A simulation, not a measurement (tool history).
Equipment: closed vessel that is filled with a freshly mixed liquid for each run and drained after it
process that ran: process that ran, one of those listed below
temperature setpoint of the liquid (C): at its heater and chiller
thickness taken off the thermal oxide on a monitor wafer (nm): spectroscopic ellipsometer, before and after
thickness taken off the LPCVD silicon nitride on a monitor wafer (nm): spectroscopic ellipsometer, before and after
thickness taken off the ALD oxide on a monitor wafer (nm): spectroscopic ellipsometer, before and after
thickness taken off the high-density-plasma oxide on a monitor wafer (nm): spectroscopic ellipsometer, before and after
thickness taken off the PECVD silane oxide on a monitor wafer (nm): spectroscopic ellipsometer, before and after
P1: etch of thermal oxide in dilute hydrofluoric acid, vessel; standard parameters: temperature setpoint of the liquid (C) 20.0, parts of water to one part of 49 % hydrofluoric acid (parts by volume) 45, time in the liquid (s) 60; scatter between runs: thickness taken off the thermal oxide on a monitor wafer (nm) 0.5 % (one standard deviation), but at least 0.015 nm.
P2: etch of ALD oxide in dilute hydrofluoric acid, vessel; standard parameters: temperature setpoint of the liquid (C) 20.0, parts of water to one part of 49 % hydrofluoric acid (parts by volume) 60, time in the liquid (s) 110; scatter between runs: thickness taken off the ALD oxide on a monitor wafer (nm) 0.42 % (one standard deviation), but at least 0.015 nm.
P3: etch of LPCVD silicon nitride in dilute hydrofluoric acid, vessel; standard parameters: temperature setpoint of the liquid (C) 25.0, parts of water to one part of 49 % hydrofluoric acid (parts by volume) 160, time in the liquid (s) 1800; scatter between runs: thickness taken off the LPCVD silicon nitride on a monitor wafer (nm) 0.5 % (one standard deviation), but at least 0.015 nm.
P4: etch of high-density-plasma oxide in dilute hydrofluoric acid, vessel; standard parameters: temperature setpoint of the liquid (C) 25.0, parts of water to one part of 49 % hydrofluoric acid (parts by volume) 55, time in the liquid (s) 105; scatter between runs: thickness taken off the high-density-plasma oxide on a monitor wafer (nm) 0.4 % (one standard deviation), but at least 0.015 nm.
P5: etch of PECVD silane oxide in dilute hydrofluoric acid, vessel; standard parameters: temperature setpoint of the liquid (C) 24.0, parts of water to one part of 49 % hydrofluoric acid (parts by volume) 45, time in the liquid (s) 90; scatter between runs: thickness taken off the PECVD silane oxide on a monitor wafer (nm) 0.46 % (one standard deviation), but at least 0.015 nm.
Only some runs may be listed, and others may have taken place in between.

run	hour	process that ran	temperature setpoint of the liquid (C)	parts of water to one part of 49 % hydrofluoric acid (parts by volume)	time in the liquid (s)	hours since the thermometer was replaced	hours since the hydrofluoric acid flow meter was replaced	thickness taken off the thermal oxide on a monitor wafer (nm)	thickness taken off the LPCVD silicon nitride on a monitor wafer (nm)	thickness taken off the ALD oxide on a monitor wafer (nm)	thickness taken off the high-density-plasma oxide on a monitor wafer (nm)	thickness taken off the PECVD silane oxide on a monitor wafer (nm)
1	6.2	P1	20.0	45	60	478.8	548.9	5.7728				
2	15.7	P3	25.0	235	1800	488.3	558.4		3.5191			
3	24.8	P1	20.0	45	60	497.4	567.5	5.7730				
4	36.2	P2	20.0	110	110	508.8	578.9			12.867		
5	48.6	P4	28.5	55	105	521.2	591.3				12.2860	
6	59.0	P1	17.0	70	60	531.6	601.7	3.1623				
7	68.1	P1	17.0	30	60	540.7	610.8	7.6760				
8	73.8	P2	20.0	60	165	546.4	616.5			37.505		
9	86.1	P4	25.0	55	45	558.7	628.8				4.5631	
10	98.3	P2	26.0	60	110	570.9	641.0			31.848		
11	105.1	P1	17.0	45	60	577.7	647.8	5.0909				
12	116.7	P3	25.0	160	2980	589.3	659.4		8.4428			
13	126.5	P2	20.0	60	110	599.1	669.2			25.005		
14	138.7	P1	20.0	45	60	611.3	681.4	5.7928				
15	145.3	P1	20.0	45	30	617.9	688.0	2.9256				
16	157.0	P1	20.0	20	60	629.6	699.7	13.4110				
17	164.1	P3	25.0	160	1800	636.7	706.8		5.1500			
18	175.5	P5	24.0	45	90	648.1	718.2					42.486
19	185.7	P5	24.0	45	160	658.3	728.4					75.458
20	195.5	P4	25.0	55	105	668.1	738.2				10.7300	
21	208.8	P1	26.5	45	60	681.4	751.5	7.5430				
22	218.6	P3	18.0	160	1800	691.2	761.3		3.2368			
23	227.9	P1	20.0	65	60	700.5	770.6	3.9268				
24	235.8	P5	31.0	45	90	708.4	778.5					56.565
25	244.0	P1	17.0	60	60	716.6	786.7	3.7677				
26	252.6	P3	25.0	160	1800	725.2	795.3		5.1426			
27	258.9	P4	25.0	20	105	731.5	801.6				30.8310	
28	267.7	P5	24.0	70	90	740.3	810.4					26.278
29	279.1	P1	20.0	45	60	751.7	821.8	5.8030				
30	290.8	P1	20.0	45	95	763.4	833.5	9.1465				
31	304.0	P1	20.0	45	60	776.6	846.7	5.7518				
32	310.4	P1	20.0	45	60	783.0	853.1	5.6578				
33	316.7	P1	20.0	45	60	789.3	859.4	5.5871				
34	327.5	P1	20.0	45	60	800.1	870.2	5.4650				
35	340.6	P1	20.0	45	60	813.2	883.3	5.3725				
36	347.9	P1	20.0	45	60	820.5	890.6	5.3720				
37	360.8	P1	20.0	45	60	833.4	903.5	5.3398				
38	372.3	P1	20.0	45	60	844.9	915.0	5.3637				
39	381.1	P1	20.0	45	60	853.7	923.8	5.3205				
40	387.7	P1	20.0	45	60	860.3	930.4	5.2941				
41	400.0	P1	20.0	45	60	872.6	942.7	5.2711				
42	409.4	P1	20.0	45	60	882.0	952.1	5.2922				

What P1 gives has crept away from where it was. These 2 causes fit the log equally well, each at the size given:
A: liquid colder than its thermometer reads (K) = 2
B: hydrofluoric acid flow below the setpoint (%) = 7.78
The drift started at roughly hour 304.0.

Which of the 4 check runs listed below separates the causes, so that each cause would produce a clearly different result? Each run uses one wafer, and its results are marked with question marks.
check 1	418.8	P3	25.0	160	1800				?			
check 2	418.8	P2	20.0	60	110					?		
check 3	418.8	P4	25.0	55	105						?	
check 4	418.8	P5	24.0	45	90							?

Outcome of each check run for each possible cause:
check	result	if A	if B
check 1	thickness taken off the LPCVD silicon nitride on a monitor wafer (nm)	4.5322	4.7550
check 2	thickness taken off the ALD oxide on a monitor wafer (nm)	22.914	22.870
check 3	thickness taken off the high-density-plasma oxide on a monitor wafer (nm)	9.8823	9.8305
check 4	thickness taken off the PECVD silane oxide on a monitor wafer (nm)	38.924	38.813
Per check, the gap between the least separated pair of causes, taken in the result that splits them most: check 1 4.8 %; check 2 0.19 %; check 3 0.53 %; check 4 0.28 %
Of the check runs offered, only check 1 discriminates between the causes; the rest would read about the same regardless of which cause applies.

The results of check 1 are: thickness taken off the LPCVD silicon nitride on a monitor wafer (nm) 4.5369. Based on these, which of the listed causes is it?

It was cause A: liquid colder than its thermometer reads (K).
